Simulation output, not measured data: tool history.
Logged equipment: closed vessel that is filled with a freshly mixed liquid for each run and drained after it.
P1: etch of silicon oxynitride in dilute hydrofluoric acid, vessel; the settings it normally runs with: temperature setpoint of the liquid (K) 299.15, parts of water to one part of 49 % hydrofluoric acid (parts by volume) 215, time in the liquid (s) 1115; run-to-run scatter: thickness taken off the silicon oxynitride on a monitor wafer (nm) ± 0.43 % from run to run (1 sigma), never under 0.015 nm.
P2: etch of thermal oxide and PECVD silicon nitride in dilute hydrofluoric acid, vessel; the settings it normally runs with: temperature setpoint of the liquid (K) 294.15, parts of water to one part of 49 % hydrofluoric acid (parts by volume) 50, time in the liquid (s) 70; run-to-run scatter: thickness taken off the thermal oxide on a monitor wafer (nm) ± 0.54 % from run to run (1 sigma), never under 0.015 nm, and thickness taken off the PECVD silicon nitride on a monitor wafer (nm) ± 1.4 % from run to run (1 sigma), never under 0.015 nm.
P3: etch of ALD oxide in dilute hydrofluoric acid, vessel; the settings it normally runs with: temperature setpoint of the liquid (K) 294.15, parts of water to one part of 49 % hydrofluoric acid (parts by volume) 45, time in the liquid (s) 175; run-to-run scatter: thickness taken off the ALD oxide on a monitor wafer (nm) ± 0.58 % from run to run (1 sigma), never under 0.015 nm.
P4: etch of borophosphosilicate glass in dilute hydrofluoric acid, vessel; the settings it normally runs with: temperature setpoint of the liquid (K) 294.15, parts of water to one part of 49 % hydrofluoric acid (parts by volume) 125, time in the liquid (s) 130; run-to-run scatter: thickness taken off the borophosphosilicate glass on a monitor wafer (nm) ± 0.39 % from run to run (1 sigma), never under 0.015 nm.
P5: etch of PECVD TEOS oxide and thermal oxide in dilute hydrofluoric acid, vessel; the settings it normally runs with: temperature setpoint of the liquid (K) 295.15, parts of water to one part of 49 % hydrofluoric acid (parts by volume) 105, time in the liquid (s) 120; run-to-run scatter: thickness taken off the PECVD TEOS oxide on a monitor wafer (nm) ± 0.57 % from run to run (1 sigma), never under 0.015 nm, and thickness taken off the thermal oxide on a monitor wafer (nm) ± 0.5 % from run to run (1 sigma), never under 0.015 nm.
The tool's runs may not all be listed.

run,hour,process that ran,temperature setpoint of the liquid (K),parts of water to one part of 49 % hydrofluoric acid (parts by volume),time in the liquid (s),hours since the thermometer was replaced,hours since the hydrofluoric acid flow meter was replaced,thickness taken off the silicon oxynitride on a monitor wafer (nm),thickness taken off the borophosphosilicate glass on a monitor wafer (nm),thickness taken off the PECVD TEOS oxide on a monitor wafer (nm),thickness taken off the thermal oxide on a monitor wafer (nm),thickness taken off the PECVD silicon nitride on a monitor wafer (nm),thickness taken off the ALD oxide on a monitor wafer (nm)
1,4.0,P1,299.15,215,1115,257.7,848.2,13.6830,,,,,
2,8.8,P4,294.15,125,30,262.5,853.0,,8.4595,,,,
3,14.9,P5,295.15,40,120,268.6,859.1,,,48.5180,14.0460,,
4,19.1,P1,293.15,215,625,272.8,863.3,5.9148,,,,,
5,22.4,P4,294.15,125,130,276.1,866.6,,36.5600,,,,
6,27.8,P2,294.15,20,70,281.5,872.0,,,,16.2240,4.8524,
7,33.3,P2,302.15,50,70,287.0,877.5,,,,8.6004,3.3928,
8,37.0,P5,295.15,105,120,290.7,881.2,,,17.1670,4.9038,,
9,40.6,P5,295.15,105,120,294.3,884.8,,,17.0630,4.8998,,
10,46.4,P1,299.15,215,1715,300.1,890.6,20.9560,,,,,
11,51.5,P1,299.15,215,1115,305.2,895.7,13.5940,,,,,
12,57.7,P2,294.15,50,70,311.4,901.9,,,,6.2491,1.9239,
13,63.2,P1,302.65,215,1740,316.9,907.4,24.6470,,,,,
14,68.3,P1,299.15,215,1115,322.0,912.5,13.6630,,,,,
15,74.3,P1,307.15,215,1115,328.0,918.5,18.9350,,,,,
16,77.0,P2,294.15,50,125,330.7,921.2,,,,11.1690,3.4893,
17,80.6,P5,295.15,105,35,334.3,924.8,,,4.9188,1.4737,,
18,85.0,P1,299.15,325,1115,338.7,929.2,8.3333,,,,,
19,90.9,P5,300.15,105,120,344.6,935.1,,,20.8000,5.9921,,
20,97.2,P1,299.15,30,1115,350.9,941.4,114.6500,,,,,
21,100.0,P4,290.15,125,130,353.7,944.2,,31.2070,,,,
22,103.8,P4,294.15,40,130,357.5,948.0,,126.4500,,,,
23,106.7,P1,299.15,215,470,360.4,950.9,5.7073,,,,,
24,109.6,P1,299.15,215,1115,363.3,953.8,13.6210,,,,,
25,115.3,P3,294.15,45,60,369.0,959.5,,,,,,18.965
26,118.7,P4,294.15,125,130,372.4,962.9,,36.6920,,,,
27,123.7,P1,299.15,215,1115,377.4,967.9,13.6310,,,,,
28,127.3,P2,294.15,50,70,381.0,971.5,,,,6.2929,2.0421,
29,130.5,P3,294.15,45,175,384.2,974.7,,,,,,55.043
30,133.4,P3,290.15,45,175,387.1,977.6,,,,,,46.683
31,137.4,P1,292.15,215,1115,391.1,981.6,9.9434,,,,,
32,140.4,P3,294.15,75,175,394.1,984.6,,,,,,32.260
33,146.7,P1,299.15,215,1115,400.4,990.9,13.6770,,,,,
34,149.7,P1,299.15,215,1115,403.4,993.9,13.6350,,,,,
35,154.3,P1,299.15,215,1115,408.0,998.5,13.8610,,,,,
36,160.2,P1,299.15,215,1115,413.9,1004.4,14.3040,,,,,
37,166.0,P1,299.15,215,1115,419.7,1010.2,14.3530,,,,,
38,171.0,P1,299.15,215,1115,424.7,1015.2,14.4840,,,,,
39,175.7,P1,299.15,215,1115,429.4,1019.9,14.5290,,,,,
40,181.2,P1,299.15,215,1115,434.9,1025.4,14.5260,,,,,
41,185.1,P1,299.15,215,1115,438.8,1029.3,14.4240,,,,,
42,191.3,P1,299.15,215,1115,445.0,1035.5,14.5320,,,,,
43,196.8,P1,299.15,215,1115,450.5,1041.0,14.5120,,,,,
44,202.9,P1,299.15,215,1115,456.6,1047.1,14.5780,,,,,

What P1 gives has crept away from where it was. These 2 causes fit the log equally well, each at the size given:
A: liquid hotter than its thermometer reads (K) = 1.6
B: hydrofluoric acid flow above the setpoint (%) = 6.08
Creep in the process output first set in at about hour 146.7.

Below are 4 check runs, each averaged over 5 wafers, with their results shown as question marks. Which of them would give clearly different results depending on which cause is behind the drift?
check 1,209.0,P3,294.15,70,115,,,,,,,,?
check 2,209.0,P4,290.15,125,130,,,,?,,,,
check 3,209.0,P5,295.15,70,120,,,,,?,?,,
check 4,209.0,P2,294.15,50,100,,,,,,?,?,

What each check would give under each cause:
check,result,if A,if B
check 1,thickness taken off the ALD oxide on a monitor wafer (nm),24.182,24.128
check 2,thickness taken off the borophosphosilicate glass on a monitor wafer (nm),33.1990,33.2050
check 3,thickness taken off the PECVD TEOS oxide on a monitor wafer (nm),28.5020,28.4580
check 3,thickness taken off the thermal oxide on a monitor wafer (nm),8.2330,8.2202
check 4,thickness taken off the thermal oxide on a monitor wafer (nm),9.5481,9.5066
check 4,thickness taken off the PECVD silicon nitride on a monitor wafer (nm),3.1148,2.9566
Smallest distance between any two causes, each pair judged by its most separating result, in per cent: check 1 0.22 %; check 2 0.02 %; check 3 0.16 %; check 4 5.21 %
Check 4 distinguishes between the causes, while the remaining checks would return nearly the same result for all of them.

With check 4 done, the readings were: thickness taken off the thermal oxide on a monitor wafer (nm) 9.5786; thickness taken off the PECVD silicon nitride on a monitor wafer (nm) 3.1303. Identify which of the listed causes applies.

The correct cause is A, namely: liquid hotter than its thermometer reads (K).
